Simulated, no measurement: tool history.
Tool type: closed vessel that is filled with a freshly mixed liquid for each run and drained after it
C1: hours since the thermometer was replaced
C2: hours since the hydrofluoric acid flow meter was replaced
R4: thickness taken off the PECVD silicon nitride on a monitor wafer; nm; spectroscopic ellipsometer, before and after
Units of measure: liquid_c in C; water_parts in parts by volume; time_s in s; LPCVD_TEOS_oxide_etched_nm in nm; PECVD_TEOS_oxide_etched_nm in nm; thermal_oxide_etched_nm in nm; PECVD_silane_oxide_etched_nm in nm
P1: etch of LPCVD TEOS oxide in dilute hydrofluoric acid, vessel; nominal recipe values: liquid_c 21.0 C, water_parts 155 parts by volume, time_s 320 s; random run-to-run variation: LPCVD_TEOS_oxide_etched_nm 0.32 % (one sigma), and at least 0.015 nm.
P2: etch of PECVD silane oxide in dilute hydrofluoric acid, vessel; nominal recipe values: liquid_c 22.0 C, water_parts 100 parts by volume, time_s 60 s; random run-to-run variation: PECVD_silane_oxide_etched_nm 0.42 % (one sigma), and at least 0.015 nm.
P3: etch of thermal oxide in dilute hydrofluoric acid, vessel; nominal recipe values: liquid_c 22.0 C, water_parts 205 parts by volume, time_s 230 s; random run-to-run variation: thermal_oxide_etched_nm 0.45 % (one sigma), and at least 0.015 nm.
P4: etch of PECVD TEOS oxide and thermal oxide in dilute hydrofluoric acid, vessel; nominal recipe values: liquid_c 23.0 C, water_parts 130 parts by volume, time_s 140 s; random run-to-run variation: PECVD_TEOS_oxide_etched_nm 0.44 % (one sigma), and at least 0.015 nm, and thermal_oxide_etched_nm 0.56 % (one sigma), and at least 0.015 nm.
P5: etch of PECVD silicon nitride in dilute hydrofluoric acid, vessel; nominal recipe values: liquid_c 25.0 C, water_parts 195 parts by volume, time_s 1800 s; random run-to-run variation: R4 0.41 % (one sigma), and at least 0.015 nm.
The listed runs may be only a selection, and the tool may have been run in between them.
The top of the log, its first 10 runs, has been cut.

Run 11, hour 140.3: process P1, liquid_c 21.0 C, water_parts 220 parts by volume, time_s 320 s; C1 889.3; C2 836.5. Result: LPCVD_TEOS_oxide_etched_nm 26.920 nm.
Run 12, hour 158.2: process P1, liquid_c 21.0 C, water_parts 20 parts by volume, time_s 320 s; C1 907.2; C2 854.4. Result: LPCVD_TEOS_oxide_etched_nm 369.880 nm.
Run 13, hour 176.9: process P2, liquid_c 22.0 C, water_parts 100 parts by volume, time_s 30 s; C1 925.9; C2 873.1. Result: PECVD_silane_oxide_etched_nm 4.1983 nm.
At hour 177.2: thermometer replaced.
Run 14, hour 190.2: process P5, liquid_c 25.0 C, water_parts 195 parts by volume, time_s 1800 s; C1 13.1; C2 886.4. Result: R4 28.041 nm.
Run 15, hour 203.6: process P2, liquid_c 22.0 C, water_parts 100 parts by volume, time_s 60 s; C1 26.5; C2 899.8. Result: PECVD_silane_oxide_etched_nm 8.3190 nm.
Run 16, hour 216.1: process P3, liquid_c 22.0 C, water_parts 205 parts by volume, time_s 230 s; C1 39.0; C2 912.3. Result: thermal_oxide_etched_nm 4.4605 nm.
Run 17, hour 228.3: process P1, liquid_c 17.0 C, water_parts 100 parts by volume, time_s 320 s; C1 51.2; C2 924.5. Result: LPCVD_TEOS_oxide_etched_nm 57.211 nm.
Run 18, hour 238.8: process P4, liquid_c 17.0 C, water_parts 130 parts by volume, time_s 140 s; C1 61.7; C2 935.0. Result: PECVD_TEOS_oxide_etched_nm 16.993 nm, thermal_oxide_etched_nm 3.6784 nm.
Run 19, hour 255.1: process P3, liquid_c 22.0 C, water_parts 205 parts by volume, time_s 90 s; C1 78.0; C2 951.3. Result: thermal_oxide_etched_nm 1.7707 nm.
Run 20, hour 270.4: process P3, liquid_c 22.0 C, water_parts 70 parts by volume, time_s 230 s; C1 93.3; C2 966.6. Result: thermal_oxide_etched_nm 15.3780 nm.
Run 21, hour 288.0: process P1, liquid_c 21.0 C, water_parts 155 parts by volume, time_s 40 s; C1 110.9; C2 984.2. Result: LPCVD_TEOS_oxide_etched_nm 5.109 nm.
Run 22, hour 298.9: process P1, liquid_c 28.5 C, water_parts 155 parts by volume, time_s 320 s; C1 121.8; C2 995.1. Result: LPCVD_TEOS_oxide_etched_nm 54.528 nm.
Run 23, hour 309.2: process P5, liquid_c 25.0 C, water_parts 195 parts by volume, time_s 1800 s; C1 132.1; C2 1005.4. Result: R4 27.998 nm.
Run 24, hour 317.7: process P1, liquid_c 21.0 C, water_parts 155 parts by volume, time_s 320 s; C1 140.6; C2 1013.9. Result: LPCVD_TEOS_oxide_etched_nm 40.763 nm.
Run 25, hour 330.2: process P2, liquid_c 22.0 C, water_parts 100 parts by volume, time_s 60 s; C1 153.1; C2 1026.4. Result: PECVD_silane_oxide_etched_nm 8.2822 nm.

Run 26 is up next; what results do you expect?
Run 26, hour 338.8: process P1, liquid_c 17.0 C, water_parts 155 parts by volume, time_s 320 s; C1 161.7; C2 1035.0. Result: LPCVD_TEOS_oxide_etched_nm ?.

LPCVD_TEOS_oxide_etched_nm: 34.986 nm

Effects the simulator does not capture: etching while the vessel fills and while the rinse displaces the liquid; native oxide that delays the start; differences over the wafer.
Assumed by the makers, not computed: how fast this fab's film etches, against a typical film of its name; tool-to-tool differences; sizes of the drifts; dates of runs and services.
